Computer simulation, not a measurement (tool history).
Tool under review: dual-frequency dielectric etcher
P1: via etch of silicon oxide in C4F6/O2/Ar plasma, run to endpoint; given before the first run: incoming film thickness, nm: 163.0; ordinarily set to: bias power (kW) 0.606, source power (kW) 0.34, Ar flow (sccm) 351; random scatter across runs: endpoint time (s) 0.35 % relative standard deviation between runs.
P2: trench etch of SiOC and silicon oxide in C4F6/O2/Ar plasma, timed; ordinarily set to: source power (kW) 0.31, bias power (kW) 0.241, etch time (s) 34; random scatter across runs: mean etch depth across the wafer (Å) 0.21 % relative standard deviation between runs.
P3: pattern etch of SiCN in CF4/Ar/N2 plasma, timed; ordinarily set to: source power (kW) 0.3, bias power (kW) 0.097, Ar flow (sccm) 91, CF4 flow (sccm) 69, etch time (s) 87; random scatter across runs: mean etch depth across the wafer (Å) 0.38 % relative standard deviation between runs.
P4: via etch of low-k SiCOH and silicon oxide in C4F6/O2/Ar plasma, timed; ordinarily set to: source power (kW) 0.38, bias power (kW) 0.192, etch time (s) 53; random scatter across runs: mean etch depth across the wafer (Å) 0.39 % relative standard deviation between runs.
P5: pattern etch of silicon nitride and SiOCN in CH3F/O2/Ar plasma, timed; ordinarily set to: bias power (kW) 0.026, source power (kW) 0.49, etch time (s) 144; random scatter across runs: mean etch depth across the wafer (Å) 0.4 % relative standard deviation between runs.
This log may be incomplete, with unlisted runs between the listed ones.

run   hour  process that ran  bias power (kW)  source power (kW)  Ar flow (sccm)  etch time (s)  CF4 flow (sccm)  hours since the last wet clean  hours since the last bias power generator calibration  hours since the last source power generator calibration  hours since the last Ar flow controller change  endpoint time (s)  mean etch depth across the wafer (Å)
  1    6.7                P1            0.606               0.34             351                                                           218.3                                                 2293.9                                                   1801.8                                          1086.4             37.526
  2   12.5                P1            0.834               0.34             351                                                           224.1                                                 2299.7                                                   1807.6                                          1092.2             33.202
  3   20.7                P1            0.483               0.34             421                                                           232.3                                                 2307.9                                                   1815.8                                          1100.4             41.806
  4   32.9                P4            0.254               0.38                             53                                            244.5                                                 2320.1                                                     1828                                          1112.6                                                   1484.1
  5   43.7                P1            0.729               0.34             466                                                           255.3                                                 2330.9                                                   1838.8                                          1123.4             36.092
  6   49.7                P3            0.097                0.3              91            126               69                           261.3                                                 2336.9                                                   1844.8                                          1129.4                                                   867.07
  7   55.8                P1            0.606               0.46             351                                                           267.4                                                   2343                                                   1850.9                                          1135.5             33.899
  8   65.7                P5            0.026               0.49                            144                                            277.3                                                 2352.9                                                   1860.8                                          1145.4                                                   224.49
  9   72.7                P2            0.241               0.38                             34                                            284.3                                                 2359.9                                                   1867.8                                          1152.4                                                   750.06
 10   83.5                P1            0.419               0.34             351                                                           295.1                                                 2370.7                                                   1878.6                                          1163.2             43.304
 11   90.1                P1            0.606               0.34             351                                                           301.7                                                 2377.3                                                   1885.2                                          1169.8             37.431
 12   95.8                P4            0.192               0.38                             53                                            307.4                                                   2383                                                   1890.9                                          1175.5                                                   1344.1
 13  101.4                P2            0.189               0.31                             34                                              313                                                 2388.6                                                   1896.5                                          1181.1                                                   639.17
 14  109.2                P3            0.072                0.3              91             87               69                           320.8                                                 2396.4                                                   1904.3                                          1188.9                                                   539.89
 15  120.7                P5            0.018               0.49                            144                                            332.3                                                 2407.9                                                   1915.8                                          1200.4                                                   189.31
 16  129.4                P2            0.241               0.31                             50                                              341                                                 2416.6                                                   1924.5                                          1209.1                                                   1020.1
 17    138                P1            0.606               0.34             236                                                           349.6                                                 2425.2                                                   1933.1                                          1217.7             36.051
 18  145.4                P4            0.192               0.55                             53                                              357                                                 2432.6                                                   1940.5                                          1225.1                                                   1569.2
 19  156.4                P1            0.606               0.34             351                                                             368                                                 2443.6                                                   1951.5                                          1236.1              37.82
 20  165.8                P5            0.026               0.49                            205                                            377.4                                                   2453                                                   1960.9                                          1245.5                                                   318.86
 21  171.8                P3            0.097                0.3              91             87               69                           383.4                                                   2459                                                   1966.9                                          1251.5                                                   599.28
 22    181                P5            0.026               0.49                            144                                            392.6                                                 2468.2                                                   1976.1                                          1260.7                                                   222.68
 23    192                P2            0.241               0.31                             34                                            403.6                                                 2479.2                                                   1987.1                                          1271.7                                                   696.78
 24  199.6                P3            0.097               0.38              91             87               69                           411.2                                                 2486.8                                                   1994.7                                          1279.3                                                   736.79
 25  210.8                P3            0.097                0.3              91             87               85                           422.4                                                   2498                                                   2005.9                                          1290.5                                                   614.78
 26  217.5                P3            0.097                0.3              60             87               69                           429.1                                                 2504.7                                                   2012.6                                          1297.2                                                   631.88
 27  229.6                P3            0.097                0.3              91             87               69                           441.2                                                 2516.8                                                   2024.7                                          1309.3                                                   597.56
 28  241.5                P1            0.606               0.34             417                                                           453.1                                                 2528.7                                                   2036.6                                          1321.2             38.281
 29  250.4                P1            0.606               0.34             351                                                             462                                                 2537.6                                                   2045.5                                          1330.1             37.483
 30  257.7                P1            0.606               0.34             351                                                           469.3                                                 2544.9                                                   2052.8                                          1337.4             37.559
 31  267.5                P5            0.026               0.39                            144                                            479.1                                                 2554.7                                                   2062.6                                          1347.2                                                   206.13
 32  273.1                P1            0.606               0.28             351                                                           484.7                                                 2560.3                                                   2068.2                                          1352.8             40.596
 33  278.8                P4            0.192               0.38                             37                                            490.4                                                   2566                                                   2073.9                                          1358.5                                                   946.31
 34  287.4                P1            0.606               0.34             351                                                             499                                                 2574.6                                                   2082.5                                          1367.1             37.615
 35  298.1                P1            0.606               0.34             351                                                           509.7                                                 2585.3                                                   2093.2                                          1377.8             38.136
 36  305.4                P1            0.606               0.34             351                                                             517                                                 2592.6                                                   2100.5                                          1385.1             37.935
 37  317.4                P1            0.606               0.34             351                                                             529                                                 2604.6                                                   2112.5                                          1397.1             38.273
     326.2  -- wet clean of the chamber
 38  327.2                P1            0.606               0.34             351                                                             1.1                                                 2614.4                                                   2122.3                                          1406.9             38.098
 39  333.2                P1            0.606               0.34             351                                                             7.1                                                 2620.4                                                   2128.3                                          1412.9             38.226
 40  339.8                P1            0.606               0.34             351                                                            13.7                                                   2627                                                   2134.9                                          1419.5             38.253

The log shows P1 creeping away from where it was. Any of the 2 causes listed here, at the size stated for it, fits the log just as well as the others:
A: bias power that arrives under what is set, % = 4.49
B: source power that arrives under what is set, % = 4.74
At approximately hour 287.4, the process output began to creep.
Why every other cause is out:
chamber walls in a state that lowers the etch rate, %: its service at hour 326.2 followed the start of the drift and did not put the process back to its old value
Ar flow that arrives over what is set, %: at most 8, giving a +0.9 % change in endpoint time (s): too small, or against the direction of the creep

4 check runs are offered, each on 2 wafers whose results are averaged, their results left as question marks. Which one tells the causes apart?
check 1  346.4                P3            0.097                0.3              91             87               69                                                                                                                                                                                                                                                        ?
check 2  346.4                P4            0.192               0.38                             53                                                                                                                                                                                                                                                                         ?
check 3  346.4                P5            0.026               0.49                            144                                                                                                                                                                                                                                                                         ?
check 4  346.4                P2            0.241               0.31                             34                                                                                                                                                                                                                                                                         ?

Check results expected under each cause:
  check                                result    if A    if B
check 1  mean etch depth across the wafer (Å)  588.81  574.14
check 2  mean etch depth across the wafer (Å)  1337.4  1331.9
check 3  mean etch depth across the wafer (Å)  218.58  219.46
check 4  mean etch depth across the wafer (Å)  683.98  682.03
Gap, in per cent, between the two causes that each check separates least, read from the result that separates them most: check 1 2.52 %; check 2 0.41 %; check 3 0.4 %; check 4 0.29 %
The other checks would show nearly matching results whichever cause is true, so check 1 is the only one that separates the causes.

Here is what check 1 returned: mean etch depth across the wafer (Å) 575.77. Which cause is it?

It is B: source power that arrives under what is set, %.

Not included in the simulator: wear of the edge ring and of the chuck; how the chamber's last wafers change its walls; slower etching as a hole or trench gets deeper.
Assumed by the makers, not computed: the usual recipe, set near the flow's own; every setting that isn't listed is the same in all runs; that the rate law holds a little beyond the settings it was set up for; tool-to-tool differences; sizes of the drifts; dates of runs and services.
